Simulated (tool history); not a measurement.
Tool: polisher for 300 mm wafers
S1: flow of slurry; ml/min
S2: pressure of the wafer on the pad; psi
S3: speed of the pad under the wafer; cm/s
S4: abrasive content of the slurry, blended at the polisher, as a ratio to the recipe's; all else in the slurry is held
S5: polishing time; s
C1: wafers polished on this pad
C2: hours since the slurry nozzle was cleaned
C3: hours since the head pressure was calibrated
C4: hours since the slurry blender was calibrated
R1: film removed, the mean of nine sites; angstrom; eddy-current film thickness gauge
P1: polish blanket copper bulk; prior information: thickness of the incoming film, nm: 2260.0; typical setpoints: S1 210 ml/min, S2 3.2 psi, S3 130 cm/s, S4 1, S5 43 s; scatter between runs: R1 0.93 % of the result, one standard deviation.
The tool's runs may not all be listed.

| run | hour | S1 | S2 | S3 | S4 | S5 | C1 | C2 | C3 | C4 | R1 |
|---|---|---|---|---|---|---|---|---|---|---|---|
| 1 | 5.1 | 210 | 3.2 | 130 | 1 | 43 | 203 | 344.5 | 224.8 | 84.2 | 6111.9 |
| 2 | 10.3 | 210 | 3.2 | 130 | 1 | 43 | 237 | 349.7 | 230 | 89.4 | 6168 |
| 3 | 15.8 | 210 | 3.2 | 186 | 1 | 43 | 272 | 355.2 | 235.5 | 94.9 | 8712.1 |
| 4 | 19.7 | 280 | 3.2 | 130 | 1 | 43 | 298 | 359.1 | 239.4 | 98.8 | 6408.4 |
| 5 | 23.1 | 210 | 3.2 | 130 | 1 | 25 | 320 | 362.5 | 242.8 | 102.2 | 3607.5 |
| 6 | 28.8 | 210 | 4.9 | 130 | 1 | 31 | 357 | 368.2 | 248.5 | 107.9 | 6775.2 |
| 7 | 34.2 | 210 | 3.2 | 130 | 0.5 | 43 | 392 | 373.6 | 253.9 | 113.3 | 5375.8 |
| 8 | 39.3 | 210 | 3.2 | 58 | 1 | 43 | 425 | 378.7 | 259 | 118.4 | 2714.6 |
| 9 | 43.3 | 210 | 1.5 | 130 | 1 | 43 | 451 | 382.7 | 263 | 122.4 | 2885.9 |
| 10 | 47.6 | 210 | 3.2 | 130 | 1 | 43 | 479 | 387 | 267.3 | 126.7 | 6133.4 |
| 11 | 53.6 | 210 | 2.4 | 62 | 1 | 43 | 518 | 393 | 273.3 | 132.7 | 2228.2 |
| 12 | 57.9 | 210 | 5 | 130 | 1 | 43 | 545 | 397.3 | 277.6 | 137 | 9673.6 |
| 13 | 62.6 | 210 | 3.2 | 130 | 1 | 43 | 576 | 402 | 282.3 | 141.7 | 6111.6 |
| 14 | 67.4 | 210 | 3.2 | 130 | 1 | 43 | 607 | 406.8 | 287.1 | 146.5 | 6222.3 |
| 15 | 71.6 | 210 | 3.2 | 130 | 1 | 43 | 634 | 411 | 291.3 | 150.7 | 6086.6 |
|  | 72.5 | slurry blender recalibrated |
|  | 74.4 | head pressure recalibrated |
| 16 | 78.7 | 210 | 3.2 | 130 | 1 | 43 | 680 | 418.1 | 4.3 | 6.2 | 6275.6 |
| 17 | 82 | 300 | 1.5 | 130 | 1 | 43 | 702 | 421.4 | 7.6 | 9.5 | 3036.2 |
| 18 | 86.3 | 210 | 3.2 | 130 | 1 | 61 | 730 | 425.7 | 11.9 | 13.8 | 8648.7 |
| 19 | 92.6 | 210 | 3.2 | 130 | 1.3 | 43 | 771 | 432 | 18.2 | 20.1 | 6529.3 |
| 20 | 97.8 | 125 | 3.2 | 130 | 1 | 43 | 804 | 437.2 | 23.4 | 25.3 | 5595.3 |
| 21 | 104.5 | 210 | 3.2 | 130 | 1 | 43 | 848 | 443.9 | 30.1 | 32 | 6265.1 |
| 22 | 107.9 | 210 | 3.2 | 130 | 1 | 43 | 870 | 447.3 | 33.5 | 35.4 | 5998.8 |
| 23 | 114.9 | 210 | 3.2 | 130 | 1 | 43 | 915 | 454.3 | 40.5 | 42.4 | 5900 |
| 24 | 119.9 | 210 | 3.2 | 130 | 1 | 43 | 948 | 459.3 | 45.5 | 47.4 | 5843.3 |
| 25 | 123.8 | 210 | 3.2 | 130 | 1 | 43 | 973 | 463.2 | 49.4 | 51.3 | 5873.2 |
|  | 128.3 | head pressure recalibrated |
| 26 | 130.4 | 210 | 3.2 | 130 | 1 | 43 | 1016 | 469.8 | 2.2 | 57.9 | 5716.4 |
|  | 133.1 | worn pad replaced by a new one |
| 27 | 136.4 | 210 | 3.2 | 130 | 1 | 43 | 21 | 475.8 | 8.2 | 63.9 | 5736.7 |
| 28 | 143.6 | 210 | 3.2 | 130 | 1 | 43 | 68 | 483 | 15.4 | 71.1 | 5696.1 |

P1 has crept away from where it was. The log is fitted equally well by each of these 2 causes, at the sizes shown:
A: slurry flow missing at the pad, % = 35.3
B: abrasive missing from the slurry, % = 27.5
Creep in the process output first set in at about hour 104.5.
Each remaining cause and why it is not a fit:
removal rate lost through wear of the pad, %: serviced at hour 133.1, which brought nothing back
head's pressure below its setpoint, %: serviced at hour 128.3, which brought nothing back

4 check runs are offered, each on 3 wafers whose results are averaged, their results left as question marks. Which one tells the causes apart?
| check 1 | 150.8 | 210 | 3.2 | 82 | 1 | 43 |  |  |  |  | ? |
| check 2 | 150.8 | 210 | 3.2 | 186 | 1 | 43 |  |  |  |  | ? |
| check 3 | 150.8 | 125 | 4.1 | 130 | 1 | 43 |  |  |  |  | ? |
| check 4 | 150.8 | 210 | 3.2 | 74 | 1 | 43 |  |  |  |  | ? |

Check results expected under each cause:
| check | result | if A | if B |
|---|---|---|---|
| check 1 | R1 | 3636.2 | 3636.7 |
| check 2 | R1 | 8247.9 | 8249.1 |
| check 3 | R1 | 6519.2 | 6791.2 |
| check 4 | R1 | 3281.4 | 3281.9 |
Per check, the gap between the least separated pair of causes, taken in the result that splits them most: check 1 0.01 %; check 2 0.01 %; check 3 4.09 %; check 4 0.01 %
Check 3 distinguishes between the causes, while the remaining checks would return nearly the same result for all of them.

The results of check 3 are: R1 6455.6 angstrom. Based on these, which of the listed causes is it?

It was cause A: slurry flow missing at the pad, %.
